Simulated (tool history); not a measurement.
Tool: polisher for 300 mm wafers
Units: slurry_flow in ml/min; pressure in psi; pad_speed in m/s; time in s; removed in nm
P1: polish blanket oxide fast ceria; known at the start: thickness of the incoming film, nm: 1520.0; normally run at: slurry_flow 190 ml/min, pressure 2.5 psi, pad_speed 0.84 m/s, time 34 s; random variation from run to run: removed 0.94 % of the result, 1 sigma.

run   hour  slurry_flow  pressure  pad_speed  time  wafers polished on this pad  hours since the slurry nozzle was cleaned  hours since the head pressure was calibrated  removed
  1    4.0          190       2.5       0.84    34                          518                                      324.6                                         522.3   471.42
  2    9.4          190       2.5       0.84    34                          589                                      330.0                                         527.7   474.00
  3   15.1          190       3.9       0.84    34                          664                                      335.7                                         533.4   731.29
  4   22.2          190       1.1       0.84    34                          758                                      342.8                                         540.5   205.37
  5   28.2          190       2.5       0.84    34                          837                                      348.8                                         546.5   465.38
  6   36.6          275       2.5       0.84    25                          947                                      357.2                                         554.9   362.05
  7   43.4          190       2.5       0.62    34                         1037                                      364.0                                         561.7   341.51
  8   51.8          190       2.5       0.84    34                         1147                                      372.4                                         570.1   469.08
  9   60.1          190       2.5       0.84    34                         1256                                      380.7                                         578.4   466.11
 10   65.5          190       2.5       0.84    20                         1328                                      386.1                                         583.8   276.23
 11   72.5          115       2.5       0.84    34                         1420                                      393.1                                         590.8   430.19
 12   78.3          190       2.5       1.30    34                         1496                                      398.9                                         596.6   723.88
 13   85.9          190       2.5       0.84    52                         1596                                      406.5                                         604.2   706.42
 14   92.5          250       2.5       0.84    34                         1683                                      413.1                                         610.8   483.64
 15   97.8          190       2.5       0.84    34                         1753                                      418.4                                         616.1   468.81
 16  103.8          190       2.5       0.84    34                         1832                                      424.4                                         622.1   456.10
 17  109.6          190       2.5       0.84    34                         1908                                      430.2                                         627.9   444.29
     114.9  -- head pressure recalibrated
 18  115.4          190       2.5       0.84    34                         1985                                      436.0                                           0.5   439.37
 19  119.2          190       2.5       0.84    34                         2035                                      439.8                                           4.3   434.39
 20  125.5          190       2.5       0.84    34                         2117                                      446.1                                          10.6   433.63
 21  131.8          190       2.5       0.84    34                         2200                                      452.4                                          16.9   430.00
 22  136.0          190       2.5       0.84    34                         2256                                      456.6                                          21.1   432.78

What P1 gives has crept away from where it was. These 2 causes fit the log equally well, each at the size given:
A: slurry flow missing at the pad, % = 38.6
B: removal rate lost through wear of the pad, % = 8.24
The creep began at about hour 97.8.
Why every other cause is out:
head's pressure below its setpoint, %: serviced at hour 114.9, which brought nothing back

4 check runs are offered, each on 3 wafers whose results are averaged, their results left as question marks. Which one tells the causes apart?
check 1  140.2          190       3.2       0.66    34                                                                                                                              ?
check 2  140.2          190       2.5       0.64    34                                                                                                                              ?
check 3  140.2          120       2.5       0.84    34                                                                                                                              ?
check 4  140.2          190       1.8       0.84    34                                                                                                                              ?

What each check would give under each cause:
  check   result    if A    if B
check 1  removed  432.49  432.44
check 2  removed  327.64  327.61
check 3  removed  380.07  397.00
check 4  removed  309.62  309.59
How far apart the two closest causes lie, in the result that separates them most: check 1 0.01 %; check 2 0.01 %; check 3 4.36 %; check 4 0.01 %
Check 3 tells the causes apart: in the others they would give nearly the same result.

Then check 3 was run and gave: removed 382.54 nm. Which cause is it?

It is A: slurry flow missing at the pad, %.
